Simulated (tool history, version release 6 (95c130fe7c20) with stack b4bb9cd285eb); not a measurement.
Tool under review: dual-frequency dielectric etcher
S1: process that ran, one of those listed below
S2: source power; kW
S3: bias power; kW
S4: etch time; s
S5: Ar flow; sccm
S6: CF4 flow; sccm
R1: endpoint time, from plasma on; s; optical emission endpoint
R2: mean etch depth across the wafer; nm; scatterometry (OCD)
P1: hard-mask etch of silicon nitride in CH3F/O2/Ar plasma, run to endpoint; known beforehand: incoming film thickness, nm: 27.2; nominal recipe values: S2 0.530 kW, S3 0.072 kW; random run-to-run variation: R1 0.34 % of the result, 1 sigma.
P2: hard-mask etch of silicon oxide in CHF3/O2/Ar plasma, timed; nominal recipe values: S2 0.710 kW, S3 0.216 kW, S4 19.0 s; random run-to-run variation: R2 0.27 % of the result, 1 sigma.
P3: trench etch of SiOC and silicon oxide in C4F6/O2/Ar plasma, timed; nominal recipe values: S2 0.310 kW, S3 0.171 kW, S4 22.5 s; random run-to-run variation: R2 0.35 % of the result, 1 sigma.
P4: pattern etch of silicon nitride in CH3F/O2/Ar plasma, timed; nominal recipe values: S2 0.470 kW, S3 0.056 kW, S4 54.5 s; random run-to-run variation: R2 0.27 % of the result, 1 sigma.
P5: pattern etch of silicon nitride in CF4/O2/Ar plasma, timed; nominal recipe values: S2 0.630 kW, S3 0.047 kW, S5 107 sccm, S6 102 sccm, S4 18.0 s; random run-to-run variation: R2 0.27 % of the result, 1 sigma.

Run 1, hour 11.4: S1 P1, S2 0.530 kW, S3 0.072 kW. Result: R1 34.866 s.
Run 2, hour 24.0: S1 P1, S2 0.530 kW, S3 0.072 kW. Result: R1 34.792 s.
Run 3, hour 34.1: S1 P4, S2 0.470 kW, S3 0.056 kW, S4 54.5 s. Result: R2 36.926 nm.
Run 4, hour 44.5: S1 P1, S2 0.670 kW, S3 0.084 kW. Result: R1 30.180 s.
Run 5, hour 53.7: S1 P4, S2 0.470 kW, S3 0.056 kW, S4 54.5 s. Result: R2 36.813 nm.
Run 6, hour 61.2: S1 P5, S2 0.630 kW, S3 0.047 kW, S4 18.0 s, S5 107 sccm, S6 102 sccm. Result: R2 40.720 nm.
Run 7, hour 74.0: S1 P5, S2 0.630 kW, S3 0.047 kW, S4 18.0 s, S5 107 sccm, S6 139 sccm. Result: R2 42.249 nm.
Run 8, hour 87.4: S1 P2, S2 0.710 kW, S3 0.269 kW, S4 19.0 s. Result: R2 47.487 nm.
Run 9, hour 95.5: S1 P5, S2 0.630 kW, S3 0.028 kW, S4 18.0 s, S5 107 sccm, S6 102 sccm. Result: R2 34.153 nm.
Run 10, hour 102.2: S1 P1, S2 0.350 kW, S3 0.072 kW. Result: R1 40.737 s.
Run 11, hour 112.0: S1 P4, S2 0.470 kW, S3 0.056 kW, S4 30.0 s. Result: R2 20.302 nm.
Run 12, hour 124.0: S1 P5, S2 0.370 kW, S3 0.047 kW, S4 18.0 s, S5 107 sccm, S6 102 sccm. Result: R2 25.573 nm.
Run 13, hour 137.7: S1 P1, S2 0.640 kW, S3 0.072 kW. Result: R1 32.434 s.
Run 14, hour 151.2: S1 P1, S2 0.530 kW, S3 0.072 kW. Result: R1 34.952 s.
Run 15, hour 165.2: S1 P3, S2 0.310 kW, S3 0.171 kW, S4 12.5 s. Result: R2 21.714 nm.
Run 16, hour 173.8: S1 P5, S2 0.630 kW, S3 0.047 kW, S4 24.5 s, S5 107 sccm, S6 102 sccm. Result: R2 55.312 nm.
Run 17, hour 185.9: S1 P1, S2 0.530 kW, S3 0.052 kW. Result: R1 38.603 s.
Run 18, hour 200.3: S1 P3, S2 0.310 kW, S3 0.171 kW, S4 22.5 s. Result: R2 38.831 nm.
Run 19, hour 214.0: S1 P1, S2 0.530 kW, S3 0.099 kW. Result: R1 31.215 s.
Run 20, hour 225.3: S1 P3, S2 0.420 kW, S3 0.171 kW, S4 22.5 s. Result: R2 44.055 nm.
Run 21, hour 238.8: S1 P5, S2 0.630 kW, S3 0.047 kW, S4 18.0 s, S5 82 sccm, S6 102 sccm. Result: R2 42.131 nm.
Run 22, hour 248.8: S1 P1, S2 0.530 kW, S3 0.072 kW. Result: R1 34.854 s.
Run 23, hour 256.2: S1 P5, S2 0.630 kW, S3 0.047 kW, S4 18.0 s, S5 107 sccm, S6 102 sccm. Result: R2 40.785 nm.
Run 24, hour 268.0: S1 P4, S2 0.470 kW, S3 0.072 kW, S4 54.5 s. Result: R2 40.063 nm.
Run 25, hour 282.5: S1 P3, S2 0.310 kW, S3 0.100 kW, S4 22.5 s. Result: R2 33.242 nm.
Run 26, hour 296.0: S1 P3, S2 0.310 kW, S3 0.171 kW, S4 22.5 s. Result: R2 39.044 nm.
Run 27, hour 306.3: S1 P2, S2 0.710 kW, S3 0.216 kW, S4 19.0 s. Result: R2 44.196 nm.
Run 28, hour 314.3: S1 P2, S2 0.710 kW, S3 0.216 kW, S4 27.5 s. Result: R2 63.855 nm.
Run 29, hour 326.8: S1 P2, S2 0.940 kW, S3 0.216 kW, S4 19.0 s. Result: R2 49.117 nm.
Run 30, hour 340.0: S1 P4, S2 0.650 kW, S3 0.056 kW, S4 54.5 s. Result: R2 41.775 nm.
Run 31, hour 348.9: S1 P1, S2 0.530 kW, S3 0.072 kW. Result: R1 34.894 s.
Run 32, hour 359.2: S1 P1, S2 0.530 kW, S3 0.072 kW. Result: R1 34.953 s.
Run 33, hour 373.7: S1 P1, S2 0.530 kW, S3 0.072 kW. Result: R1 35.048 s.
Run 34, hour 388.6: S1 P1, S2 0.530 kW, S3 0.072 kW. Result: R1 35.159 s.
At hour 395.2: wet clean of the chamber.
Run 35, hour 396.3: S1 P1, S2 0.530 kW, S3 0.072 kW. Result: R1 35.439 s.
Run 36, hour 408.2: S1 P1, S2 0.530 kW, S3 0.072 kW. Result: R1 35.222 s.
Run 37, hour 416.3: S1 P1, S2 0.530 kW, S3 0.072 kW. Result: R1 35.250 s.
Run 38, hour 426.6: S1 P1, S2 0.530 kW, S3 0.072 kW. Result: R1 35.540 s.
Run 39, hour 435.9: S1 P1, S2 0.530 kW, S3 0.072 kW. Result: R1 35.438 s.
Run 40, hour 451.5: S1 P1, S2 0.530 kW, S3 0.072 kW. Result: R1 35.282 s.
Run 41, hour 461.7: S1 P1, S2 0.530 kW, S3 0.072 kW. Result: R1 35.222 s.
Run 42, hour 475.5: S1 P1, S2 0.530 kW, S3 0.072 kW. Result: R1 35.305 s.

The output of P1 has drifted from where it used to be. Each of the 2 causes below, taken at the size shown beside it, accounts for the log equally well:
A: bias power that arrives under what is set, % = 4.92
B: source power that arrives under what is set, % = 4.31
The creep began at about hour 348.9.
The rest of the possible causes, and what rules out each one:
chamber walls in a state that lowers the etch rate, %: serviced after onset, at hour 395.2, with no recovery of the prior output

Question marks stand in for the results of the 4 check runs listed below, each run on one wafer. Under which run would the listed causes show clearly different results?
Run check 1, hour 489.3: S1 P3, S2 0.310 kW, S3 0.171 kW, S4 22.5 s. Result: R2 ?.
Run check 2, hour 489.3: S1 P5, S2 0.630 kW, S3 0.047 kW, S4 18.0 s, S5 107 sccm, S6 102 sccm. Result: R2 ?.
Run check 3, hour 489.3: S1 P2, S2 0.710 kW, S3 0.216 kW, S4 19.0 s. Result: R2 ?.
Run check 4, hour 489.3: S1 P4, S2 0.470 kW, S3 0.056 kW, S4 54.5 s. Result: R2 ?.

Predicted outcomes, by check and by cause:
  check  result    if A    if B
check 1      R2  38.440  38.398
check 2      R2  39.981  39.182
check 3      R2  43.374  43.399
check 4      R2  36.315  36.273
Smallest distance between any two causes, each pair judged by its most separating result, in per cent: check 1 0.11 %; check 2 2.02 %; check 3 0.06 %; check 4 0.11 %
The causes can be told apart only by check 2. The other checks would give nearly the same results under each of them.

Check 2 has now been run. It gave: R2 39.961 nm. Which of the candidate causes is it?

It was cause A: bias power that arrives under what is set, %.

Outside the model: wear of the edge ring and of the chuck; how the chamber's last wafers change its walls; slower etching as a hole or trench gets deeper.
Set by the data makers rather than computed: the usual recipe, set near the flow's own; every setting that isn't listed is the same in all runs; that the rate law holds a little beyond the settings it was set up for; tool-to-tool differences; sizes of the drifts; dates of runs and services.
